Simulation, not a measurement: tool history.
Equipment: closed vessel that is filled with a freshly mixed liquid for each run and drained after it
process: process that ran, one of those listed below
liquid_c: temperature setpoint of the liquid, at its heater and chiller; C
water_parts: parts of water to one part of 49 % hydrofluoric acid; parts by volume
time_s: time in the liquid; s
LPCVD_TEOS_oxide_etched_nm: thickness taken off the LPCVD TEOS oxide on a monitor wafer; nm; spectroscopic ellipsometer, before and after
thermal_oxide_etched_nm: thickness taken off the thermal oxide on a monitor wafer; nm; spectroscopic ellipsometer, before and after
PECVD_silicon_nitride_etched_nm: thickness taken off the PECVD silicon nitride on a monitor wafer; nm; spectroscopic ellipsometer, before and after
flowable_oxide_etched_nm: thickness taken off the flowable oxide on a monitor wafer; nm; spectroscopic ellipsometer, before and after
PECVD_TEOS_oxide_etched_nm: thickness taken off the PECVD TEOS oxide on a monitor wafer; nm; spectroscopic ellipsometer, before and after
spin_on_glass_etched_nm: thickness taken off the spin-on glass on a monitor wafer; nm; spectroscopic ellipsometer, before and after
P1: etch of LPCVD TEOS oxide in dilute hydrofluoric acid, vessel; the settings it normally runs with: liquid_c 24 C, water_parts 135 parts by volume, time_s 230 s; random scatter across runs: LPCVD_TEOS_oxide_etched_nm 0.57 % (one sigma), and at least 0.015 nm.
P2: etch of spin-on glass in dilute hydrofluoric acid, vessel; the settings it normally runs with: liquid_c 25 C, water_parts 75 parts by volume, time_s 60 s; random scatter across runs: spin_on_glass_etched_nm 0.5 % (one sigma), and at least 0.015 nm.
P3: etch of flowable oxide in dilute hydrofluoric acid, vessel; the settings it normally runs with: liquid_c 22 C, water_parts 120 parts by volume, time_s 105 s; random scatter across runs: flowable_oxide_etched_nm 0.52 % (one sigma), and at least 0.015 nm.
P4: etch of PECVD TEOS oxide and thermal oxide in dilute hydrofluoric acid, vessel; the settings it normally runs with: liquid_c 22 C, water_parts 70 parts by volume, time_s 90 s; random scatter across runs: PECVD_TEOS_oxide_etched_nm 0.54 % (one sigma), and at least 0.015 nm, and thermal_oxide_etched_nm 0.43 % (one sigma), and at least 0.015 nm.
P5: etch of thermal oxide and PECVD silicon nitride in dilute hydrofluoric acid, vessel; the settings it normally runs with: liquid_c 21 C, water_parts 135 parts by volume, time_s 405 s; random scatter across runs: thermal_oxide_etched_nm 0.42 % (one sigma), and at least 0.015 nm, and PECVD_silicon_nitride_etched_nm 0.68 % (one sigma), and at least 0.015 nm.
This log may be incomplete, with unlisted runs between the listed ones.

| run | hour | process | liquid_c | water_parts | time_s | hours since the thermometer was replaced | hours since the hydrofluoric acid flow meter was replaced | LPCVD_TEOS_oxide_etched_nm | thermal_oxide_etched_nm | PECVD_silicon_nitride_etched_nm | flowable_oxide_etched_nm | PECVD_TEOS_oxide_etched_nm | spin_on_glass_etched_nm |
|---|---|---|---|---|---|---|---|---|---|---|---|---|---|
| 1 | 5.5 | P1 | 24 | 135 | 230 | 1182.6 | 494.7 | 45.884 |  |  |  |  |  |
| 2 | 12 | P5 | 21 | 135 | 705 | 1189.1 | 501.2 |  | 22.499 | 7.236 |  |  |  |
| 3 | 21.5 | P3 | 30.5 | 120 | 105 | 1198.6 | 510.7 |  |  |  | 44.891 |  |  |
| 4 | 29.2 | P1 | 24 | 135 | 230 | 1206.3 | 518.4 | 46.522 |  |  |  |  |  |
| 5 | 34.7 | P4 | 22 | 70 | 90 | 1211.8 | 523.9 |  | 5.6282 |  |  | 17.583 |  |
| 6 | 39.3 | P4 | 22 | 70 | 40 | 1216.4 | 528.5 |  | 2.4865 |  |  | 7.873 |  |
| 7 | 45.6 | P2 | 25 | 20 | 60 | 1222.7 | 534.8 |  |  |  |  |  | 137.09 |
| 8 | 51.1 | P5 | 21 | 135 | 405 | 1228.2 | 540.3 |  | 12.828 | 4.109 |  |  |  |
| 9 | 59.2 | P4 | 22 | 45 | 90 | 1236.3 | 548.4 |  | 8.9428 |  |  | 27.933 |  |
| 10 | 64.5 | P2 | 25 | 75 | 60 | 1241.6 | 553.7 |  |  |  |  |  | 33.663 |
| 11 | 73.5 | P1 | 24 | 135 | 230 | 1250.6 | 562.7 | 46.178 |  |  |  |  |  |
| 12 | 78.8 | P1 | 24 | 135 | 230 | 1255.9 | 568 | 46.456 |  |  |  |  |  |
| 13 | 83.9 | P3 | 22 | 120 | 30 | 1261 | 573.1 |  |  |  | 9.2313 |  |  |
| 14 | 91.3 | P3 | 22 | 180 | 105 | 1268.4 | 580.5 |  |  |  | 20.325 |  |  |
| 15 | 98.5 | P4 | 22 | 70 | 90 | 1275.6 | 587.7 |  | 5.5735 |  |  | 17.676 |  |
| 16 | 102.9 | P5 | 21 | 235 | 405 | 1280 | 592.1 |  | 6.7338 | 2.4049 |  |  |  |
| 17 | 108.7 | P1 | 19 | 135 | 330 | 1285.8 | 597.9 | 53.987 |  |  |  |  |  |
| 18 | 115.9 | P1 | 24 | 135 | 380 | 1293 | 605.1 | 75.876 |  |  |  |  |  |
| 19 | 121.8 | P1 | 17 | 135 | 230 | 1298.9 | 611 | 34.554 |  |  |  |  |  |
| 20 | 131.1 | P1 | 24 | 135 | 30 | 1308.2 | 620.3 | 6.0406 |  |  |  |  |  |
| 21 | 140 | P2 | 25 | 75 | 30 | 1317.1 | 629.2 |  |  |  |  |  | 16.952 |
| 22 | 148.8 | P3 | 22 | 120 | 105 | 1325.9 | 638 |  |  |  | 32.614 |  |  |
| 23 | 155.6 | P1 | 24 | 80 | 230 | 1332.7 | 644.8 | 83.651 |  |  |  |  |  |
|  | 159.6 | thermometer replaced |
| 24 | 163.4 | P2 | 29.5 | 75 | 60 | 3.9 | 652.6 |  |  |  |  |  | 40.363 |

Run 25, settings as shown, results not yet in. Your forecast:
| 25 | 172.8 | P4 | 17 | 70 | 90 | 13.3 | 662 |  | ? |  |  | ? |  |

thermal_oxide_etched_nm: 4.526 nm
PECVD_TEOS_oxide_etched_nm: 14.162 nm
